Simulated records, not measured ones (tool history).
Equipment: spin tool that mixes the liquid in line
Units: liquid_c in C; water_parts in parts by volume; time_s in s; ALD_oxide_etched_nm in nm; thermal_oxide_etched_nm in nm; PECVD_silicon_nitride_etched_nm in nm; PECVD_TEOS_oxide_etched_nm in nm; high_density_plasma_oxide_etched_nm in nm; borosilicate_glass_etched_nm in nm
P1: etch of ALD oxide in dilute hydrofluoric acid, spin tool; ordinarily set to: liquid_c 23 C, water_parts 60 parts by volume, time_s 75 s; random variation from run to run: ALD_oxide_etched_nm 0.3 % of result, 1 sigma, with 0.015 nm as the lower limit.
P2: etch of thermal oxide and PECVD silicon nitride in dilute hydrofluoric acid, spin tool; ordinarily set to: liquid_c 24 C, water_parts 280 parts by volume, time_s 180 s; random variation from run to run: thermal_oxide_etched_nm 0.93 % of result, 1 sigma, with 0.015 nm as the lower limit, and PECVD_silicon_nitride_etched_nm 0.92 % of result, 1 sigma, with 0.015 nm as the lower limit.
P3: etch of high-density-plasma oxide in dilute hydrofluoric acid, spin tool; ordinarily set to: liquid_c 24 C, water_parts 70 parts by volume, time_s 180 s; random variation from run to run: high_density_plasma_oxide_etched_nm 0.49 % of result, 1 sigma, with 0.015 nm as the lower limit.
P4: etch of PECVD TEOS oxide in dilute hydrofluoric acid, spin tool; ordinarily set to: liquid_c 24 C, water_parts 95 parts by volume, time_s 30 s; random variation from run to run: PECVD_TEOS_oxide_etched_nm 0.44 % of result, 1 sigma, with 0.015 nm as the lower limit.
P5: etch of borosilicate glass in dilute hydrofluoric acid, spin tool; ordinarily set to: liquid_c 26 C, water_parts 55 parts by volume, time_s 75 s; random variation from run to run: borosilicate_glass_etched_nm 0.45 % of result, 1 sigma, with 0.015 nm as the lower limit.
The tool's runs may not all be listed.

run,hour,process,liquid_c,water_parts,time_s,ALD_oxide_etched_nm,thermal_oxide_etched_nm,PECVD_silicon_nitride_etched_nm,PECVD_TEOS_oxide_etched_nm,high_density_plasma_oxide_etched_nm,borosilicate_glass_etched_nm
1,9.1,P1,23,60,75,19.079,,,,,
2,17.5,P2,20,280,180,,2.2461,1.9177,,,
3,24,P1,23,20,75,60.291,,,,,
4,34,P4,24,95,30,,,,7.7889,,
5,42.2,P3,24,70,180,,,,,16.115,
6,50.2,P3,24,125,180,,,,,8.4519,
7,60.1,P4,19.5,95,30,,,,6.5213,,
8,65.3,P5,30,55,75,,,,,,50.799
9,75.6,P1,23,60,75,19.076,,,,,
10,84.4,P1,17,90,75,9.5143,,,,,
11,95,P1,26,60,30,8.5996,,,,,
12,101.6,P5,26,55,75,,,,,,43.328
13,111.8,P4,24,45,30,,,,17.633,,
14,121.1,P1,28,60,75,23.262,,,,,
15,130.1,P2,24,280,335,,4.7689,4.5136,,,
16,138.5,P1,23,60,40,10.149,,,,,
17,148,P1,17,60,75,14.771,,,,,
18,158.3,P4,24,95,45,,,,11.717,,
19,169,P3,24,70,285,,,,,25.541,
20,179.7,P5,26,55,15,,,,,,8.6191
21,186.4,P1,23,60,145,36.816,,,,,
22,191.2,P2,24,280,180,,2.6095,2.4583,,,
23,201.4,P2,24,70,180,,12.991,9.6629,,,
24,211.5,P1,23,60,75,19.102,,,,,
25,220.5,P5,26,30,75,,,,,,82.23
26,226.2,P1,23,60,75,19.076,,,,,
27,232.9,P1,23,105,75,10.356,,,,,
28,241.8,P3,24,70,180,,,,,16.012,
29,249.8,P3,19.5,70,180,,,,,13.289,
30,257.4,P1,23,60,75,19.011,,,,,
31,265.7,P1,23,60,75,18.319,,,,,
32,272.6,P1,23,60,75,17.934,,,,,
33,280.1,P1,23,60,75,17.758,,,,,

Run 34 comes next. What will it give?
34,285.3,P1,23,60,75,?,,,,,

Run 34 came out at ALD_oxide_etched_nm 17.594 nm.
